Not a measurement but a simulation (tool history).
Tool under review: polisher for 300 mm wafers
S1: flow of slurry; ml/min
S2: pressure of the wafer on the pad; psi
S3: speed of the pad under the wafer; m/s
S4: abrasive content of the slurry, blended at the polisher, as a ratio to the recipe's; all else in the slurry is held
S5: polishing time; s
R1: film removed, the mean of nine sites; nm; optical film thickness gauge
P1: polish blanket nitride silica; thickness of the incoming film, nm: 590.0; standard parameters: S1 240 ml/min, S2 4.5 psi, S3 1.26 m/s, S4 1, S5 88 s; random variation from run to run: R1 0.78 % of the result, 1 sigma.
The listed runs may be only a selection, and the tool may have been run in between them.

run	hour	S1	S2	S3	S4	S5	R1
1	5.4	240	4.5	1.26	1	88	92.222
2	11	240	4.5	1.26	1	44	46.052
3	13.9	240	4.5	1.26	1	88	92.516
4	19.3	240	4.5	1.26	1	88	93.382
5	21.9	240	4.5	0.84	1	88	67.433
6	25.5	240	4.5	1.26	1	88	91.994
7	31.1	240	4.5	1.92	1	88	131.5
8	33.9	240	4.5	1.26	1	88	92.221
9	38	240	4.5	1.26	0.55	88	66.852
# hour 40.1: slurry blender recalibrated
10	41.6	240	4.5	1.26	1	137	144.5
11	44.4	240	2	1.26	1	88	40.603
12	48.7	375	4.5	1.26	1	88	96.04
13	53.1	240	6.3	1.26	1.35	88	146.16
14	57.5	240	4.5	0.86	0.7	88	57.107
15	61.8	155	4.5	1.26	1	88	87.514
16	65.6	240	4.5	1.26	1	88	92.072
17	70.8	240	4.5	1.26	1.25	88	103.05
18	75.9	240	6.8	1.26	1	88	140.24
19	80.5	145	4.5	1.7	1	88	108.54
20	84.2	240	4.5	1.26	1	88	92.695
21	90.1	240	4.5	1.26	1	88	92.966
22	93.7	240	4.5	1.26	1	88	88.922
23	99.5	240	4.5	1.26	1	88	88.519
24	105.4	240	4.5	1.26	1	88	85.948
# hour 106.7: head pressure recalibrated
# hour 107.7: conditioning disc replaced and pad reconditioned
25	109.3	240	4.5	1.26	1	88	86.454
26	113.6	240	4.5	1.26	1	88	86.633

Run 27 comes next. What will it give?
# hour 115.3: slurry nozzle cleaned
27	119.7	240	4.5	1.26	1	88	?

R1: 84.134 nm

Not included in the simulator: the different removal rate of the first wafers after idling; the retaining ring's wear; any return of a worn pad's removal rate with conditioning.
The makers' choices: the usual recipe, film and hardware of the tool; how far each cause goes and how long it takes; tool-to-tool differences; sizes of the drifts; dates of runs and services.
